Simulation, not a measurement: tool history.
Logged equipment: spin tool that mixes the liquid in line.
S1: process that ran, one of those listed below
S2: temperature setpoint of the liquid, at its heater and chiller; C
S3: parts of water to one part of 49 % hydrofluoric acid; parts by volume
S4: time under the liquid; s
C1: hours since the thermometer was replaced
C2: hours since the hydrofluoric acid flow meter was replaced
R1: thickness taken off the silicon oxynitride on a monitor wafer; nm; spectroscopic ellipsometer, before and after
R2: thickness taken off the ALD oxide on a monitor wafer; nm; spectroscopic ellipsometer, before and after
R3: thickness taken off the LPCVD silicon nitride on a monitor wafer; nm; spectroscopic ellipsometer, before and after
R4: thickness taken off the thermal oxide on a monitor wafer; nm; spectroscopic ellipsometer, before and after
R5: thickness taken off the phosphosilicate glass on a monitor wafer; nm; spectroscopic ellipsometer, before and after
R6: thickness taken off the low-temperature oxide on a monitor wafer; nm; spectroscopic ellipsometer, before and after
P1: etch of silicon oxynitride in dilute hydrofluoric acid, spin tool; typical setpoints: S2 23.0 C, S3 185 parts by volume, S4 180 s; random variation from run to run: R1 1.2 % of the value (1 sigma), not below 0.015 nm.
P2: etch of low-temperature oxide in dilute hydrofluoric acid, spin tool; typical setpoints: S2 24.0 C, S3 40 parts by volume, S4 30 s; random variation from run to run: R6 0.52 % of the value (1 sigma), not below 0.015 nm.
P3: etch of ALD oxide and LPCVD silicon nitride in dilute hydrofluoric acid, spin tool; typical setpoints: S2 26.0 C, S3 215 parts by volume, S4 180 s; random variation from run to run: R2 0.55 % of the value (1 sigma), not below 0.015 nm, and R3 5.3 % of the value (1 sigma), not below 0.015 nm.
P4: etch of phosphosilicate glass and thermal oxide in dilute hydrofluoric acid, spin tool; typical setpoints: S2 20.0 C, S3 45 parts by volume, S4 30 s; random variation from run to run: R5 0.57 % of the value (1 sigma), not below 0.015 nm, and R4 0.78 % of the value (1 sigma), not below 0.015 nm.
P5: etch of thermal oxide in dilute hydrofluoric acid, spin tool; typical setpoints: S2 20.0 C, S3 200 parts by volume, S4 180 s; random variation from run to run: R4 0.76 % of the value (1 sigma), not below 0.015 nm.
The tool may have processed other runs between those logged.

run   hour  S1    S2   S3   S4     C1      C2        R1       R2       R3       R4       R5      R6
  1   15.9  P1  23.0  185  180  330.3   558.2   1.85750
  2   31.9  P1  23.0  185  180  346.3   574.2   1.86020
  3   48.4  P3  26.0  215  180  362.8   590.7            18.1950  0.51362
  4   62.2  P5  20.0  200  180  376.6   604.5                               3.2309
  5   73.5  P1  23.0  185   45  387.9   615.8   0.43767
  6   89.1  P5  20.0  200  265  403.5   631.4                               4.8131
  7  102.4  P1  23.0  185  180  416.8   644.7   1.81240
  8  111.8  P1  18.5  185  180  426.2   654.1   1.48720
  9  120.1  P1  23.0  185  180  434.5   662.4   1.83200
 10  138.4  P4  20.0   45   30  452.8   680.7                               2.9150  123.790
 11  152.7  P1  23.0  320  180  467.1   695.0   0.98368
 12  164.7  P3  26.0  385  180  479.1   707.0             8.5002  0.30919
 13  176.3  P1  23.0   35  180  490.7   718.6  10.77900
 14  187.7  P4  20.0   75   30  502.1   730.0                               1.6673   72.257
 15  203.1  P4  17.0   45   30  517.5   745.4                               2.5553  109.470
 16  219.2  P2  17.0   40   30  533.6   761.5                                                21.652
 17  230.8  P3  18.5  215  180  545.2   773.1            13.6860  0.35317
 18  239.7  P2  24.0   40   45  554.1   782.0                                                43.548
 19  254.3  P3  26.0  215  180  568.7   796.6            18.1820  0.54218
 20  266.1  P1  28.0  185  180  580.5   808.4   2.23800
 21  283.9  P2  24.0   20   30  598.3   826.2                                                59.771
 22  293.9  P1  23.0  185  180  608.3   836.2   1.82320
 23  307.1  P1  23.0  185  265  621.5   849.4   2.68780
 24  319.7  P5  26.0  200  180  634.1   862.0                               4.0484
 25  336.0  P5  20.0   65  180  650.4   878.3                              11.4340
 26  350.9  P5  20.0  200  180  665.3   893.2                               3.2647
 27  368.5  P1  23.0  115   25  682.9   910.8   0.45146
 28  384.9  P2  24.0   40   30  699.3   927.2                                                28.856
 29  401.2  P4  20.0   45   30  715.6   943.5                               2.9244  124.900
 30  418.7  P4  20.0   45   60  733.1   961.0                               5.8601  249.070
 31  431.4  P3  26.0  215  340  745.8   973.7            34.5840  1.00760
 32  448.1  P1  23.0  185  180  762.5   990.4   1.83300
 33  466.4  P1  23.0  185  180  780.8  1008.7   1.90080
 34  481.8  P1  23.0  185  180  796.2  1024.1   1.92400
 35  491.1  P1  23.0  185  180  805.5  1033.4   1.92550
 36  506.5  P1  23.0  185  180  820.9  1048.8   1.97680
 37  522.9  P1  23.0  185  180  837.3  1065.2   1.93630
 38  532.9  P1  23.0  185  180  847.3  1075.2   2.00600
 39  548.7  P1  23.0  185  180  863.1  1091.0   1.99320
 40  566.1  P1  23.0  185  180  880.5  1108.4   2.00500
 41  575.1  P1  23.0  185  180  889.5  1117.4   2.03480
 42  587.6  P1  23.0  185  180  902.0  1129.9   1.93350
 43  601.4  P1  23.0  185  180  915.8  1143.7   1.93800

P1 no longer gives what it gave before; its output has crept away from where it was. The following 2 causes, each at its listed size, fit the log equally well:
A: liquid hotter than its thermometer reads (K) = 1.78
B: hydrofluoric acid flow above the setpoint (%) = 7.3
The drift started at roughly hour 448.1.

Which of the 4 check runs listed below, each an average over 2 wafers with its results shown as question marks, gives clearly different results under the different listed causes?
check 1  615.2  P5  26.0   95  180                       ?
check 2  615.2  P4  20.0   70   30                       ?   ?
check 3  615.2  P3  26.0  385  330               ?   ?
check 4  615.2  P2  19.5   20   30                               ?

Expected result of each check under each candidate cause:
  check  result     if A     if B
check 1      R4  10.3510  10.4540
check 2      R4   1.9617   1.9656
check 2      R5   83.686   83.853
check 3      R2  16.5210  17.1720
check 3      R3  0.60244  0.58357
check 4      R6   52.831   52.563
Distance between the nearest two causes, measured in the result of the check that separates them most: check 1 0.99 %; check 2 0.2 %; check 3 3.87 %; check 4 0.51 %
Check 3 distinguishes between the causes, while the remaining checks would return nearly the same result for all of them.

Here is what check 3 returned: R2 16.4910 nm; R3 0.58552 nm. Which cause is it?

The correct cause is A, namely: liquid hotter than its thermometer reads (K).
